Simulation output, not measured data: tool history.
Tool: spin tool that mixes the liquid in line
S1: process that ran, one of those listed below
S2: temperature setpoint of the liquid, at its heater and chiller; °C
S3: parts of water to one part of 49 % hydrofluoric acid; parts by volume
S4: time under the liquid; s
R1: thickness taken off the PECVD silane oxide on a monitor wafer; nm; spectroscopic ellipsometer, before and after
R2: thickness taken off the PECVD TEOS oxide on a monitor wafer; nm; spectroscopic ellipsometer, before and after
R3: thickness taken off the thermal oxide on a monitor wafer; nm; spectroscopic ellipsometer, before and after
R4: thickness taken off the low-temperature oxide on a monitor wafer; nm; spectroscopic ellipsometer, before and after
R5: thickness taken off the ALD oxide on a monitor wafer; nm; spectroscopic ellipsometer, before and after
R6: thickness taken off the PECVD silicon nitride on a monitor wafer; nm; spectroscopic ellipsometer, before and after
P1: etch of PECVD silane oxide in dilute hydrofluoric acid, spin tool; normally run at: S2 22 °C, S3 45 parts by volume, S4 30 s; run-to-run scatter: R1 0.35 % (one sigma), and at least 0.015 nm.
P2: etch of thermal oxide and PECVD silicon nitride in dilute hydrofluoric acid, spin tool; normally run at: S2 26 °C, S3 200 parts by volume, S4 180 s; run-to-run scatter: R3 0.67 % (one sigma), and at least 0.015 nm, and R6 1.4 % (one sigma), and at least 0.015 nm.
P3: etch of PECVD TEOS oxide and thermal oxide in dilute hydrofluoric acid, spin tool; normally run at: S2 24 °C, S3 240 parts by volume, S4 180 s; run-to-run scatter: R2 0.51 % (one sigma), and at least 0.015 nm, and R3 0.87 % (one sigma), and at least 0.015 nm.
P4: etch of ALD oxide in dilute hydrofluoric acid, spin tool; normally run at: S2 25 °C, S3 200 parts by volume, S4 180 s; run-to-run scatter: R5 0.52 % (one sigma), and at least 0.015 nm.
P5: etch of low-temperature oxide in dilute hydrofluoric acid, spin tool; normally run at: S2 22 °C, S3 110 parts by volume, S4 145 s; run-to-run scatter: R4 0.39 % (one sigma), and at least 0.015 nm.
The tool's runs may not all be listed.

run,hour,S1,S2,S3,S4,R1,R2,R3,R4,R5,R6
1,13.8,P1,22,45,30,17.598,,,,,
2,23.7,P1,22,45,50,29.249,,,,,
3,33,P3,24,240,305,,21.8,5.0049,,,
4,43.6,P5,22,110,145,,,,18.282,,
5,52.6,P4,25,200,180,,,,,8.8858,
6,61.9,P5,22,110,50,,,,6.2881,,
7,76.7,P2,26,200,180,,,4.064,,,1.7435
8,95.2,P1,22,45,30,17.426,,,,,
9,113.8,P3,24,45,180,,86.329,20.406,,,
10,130.5,P2,26,200,350,,,7.8907,,,3.4164
11,144.9,P5,22,20,145,,,,112.71,,
12,157,P5,25.5,110,145,,,,21.024,,
13,168.4,P3,24,240,180,,12.831,2.9564,,,
14,178.4,P2,26,200,180,,,4.0966,,,1.8234
15,195.3,P1,22,45,15,8.7629,,,,,
16,213.7,P1,26,45,30,20.709,,,,,
17,226.4,P1,17,45,50,23.734,,,,,
18,237.2,P1,22,45,30,17.575,,,,,
19,253.6,P1,22,45,30,17.514,,,,,
20,272.1,P2,29.5,200,180,,,4.5925,,,2.1986
21,289.5,P4,31,200,180,,,,,11.018,
22,308.7,P4,25,70,180,,,,,29.77,
23,317.1,P3,30,240,180,,15.891,3.6768,,,

Forecast run 24:
24,333.8,P1,22,80,30,?,,,,,

{"run 24": {"R1": 9.4534}}
